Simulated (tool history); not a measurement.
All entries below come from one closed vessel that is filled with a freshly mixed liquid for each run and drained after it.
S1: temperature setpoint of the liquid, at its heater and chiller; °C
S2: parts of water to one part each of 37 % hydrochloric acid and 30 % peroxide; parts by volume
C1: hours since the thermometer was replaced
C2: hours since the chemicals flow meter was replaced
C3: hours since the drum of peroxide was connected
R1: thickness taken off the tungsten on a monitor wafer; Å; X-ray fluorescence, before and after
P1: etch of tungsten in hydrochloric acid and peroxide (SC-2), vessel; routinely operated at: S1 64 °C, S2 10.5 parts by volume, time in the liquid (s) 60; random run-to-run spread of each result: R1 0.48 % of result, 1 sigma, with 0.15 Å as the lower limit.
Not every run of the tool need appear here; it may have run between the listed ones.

run 1 hour=7.1 | S1=64 S2=10.5 time_in_the_liquid_(s)=60 | C1=485.8 C2=157.5 C3=668.2 | R1=320.34
run 2 hour=12.8 | S1=64 S2=15 time_in_the_liquid_(s)=60 | C1=491.5 C2=163.2 C3=673.9 | R1=234.7
run 3 hour=20 | S1=53.5 S2=10.5 time_in_the_liquid_(s)=60 | C1=498.7 C2=170.4 C3=681.1 | R1=163.75
run 4 hour=25.8 | S1=64 S2=4 time_in_the_liquid_(s)=60 | C1=504.5 C2=176.2 C3=686.9 | R1=669
run 5 hour=31.5 | S1=64 S2=10.5 time_in_the_liquid_(s)=60 | C1=510.2 C2=181.9 C3=692.6 | R1=319.77
run 6 hour=38.6 | S1=64 S2=10.5 time_in_the_liquid_(s)=60 | C1=517.3 C2=189 C3=699.7 | R1=321.65
run 7 hour=42.2 | S1=72 S2=10.5 time_in_the_liquid_(s)=60 | C1=520.9 C2=192.6 C3=703.3 | R1=513.17
run 8 hour=46.8 | S1=64 S2=10.5 time_in_the_liquid_(s)=60 | C1=525.5 C2=197.2 C3=707.9 | R1=324.29
run 9 hour=53.7 | S1=64 S2=16 time_in_the_liquid_(s)=90 | C1=532.4 C2=204.1 C3=714.8 | R1=337.95
run 10 hour=59.4 | S1=64 S2=10.5 time_in_the_liquid_(s)=60 | C1=538.1 C2=209.8 C3=720.5 | R1=321.21
run 11 hour=62.9 | S1=64 S2=10.5 time_in_the_liquid_(s)=30 | C1=541.6 C2=213.3 C3=724 | R1=159.88
-- hour=65.3 thermometer replaced
run 12 hour=67.9 | S1=64 S2=10.5 time_in_the_liquid_(s)=110 | C1=2.6 C2=218.3 C3=729 | R1=590.6
run 13 hour=73.1 | S1=64 S2=10.5 time_in_the_liquid_(s)=60 | C1=7.8 C2=223.5 C3=734.2 | R1=320.45
run 14 hour=79.3 | S1=64 S2=10.5 time_in_the_liquid_(s)=60 | C1=14 C2=229.7 C3=740.4 | R1=331.99
run 15 hour=85.8 | S1=64 S2=10.5 time_in_the_liquid_(s)=60 | C1=20.5 C2=236.2 C3=746.9 | R1=339.5

Run 16, settings as shown, results not yet in. Your forecast:
run 16 hour=89.6 | S1=64 S2=10.5 time_in_the_liquid_(s)=60 | C1=24.3 C2=240 C3=750.7 | R1=?

Run 16 gave R1 343.1 Å.
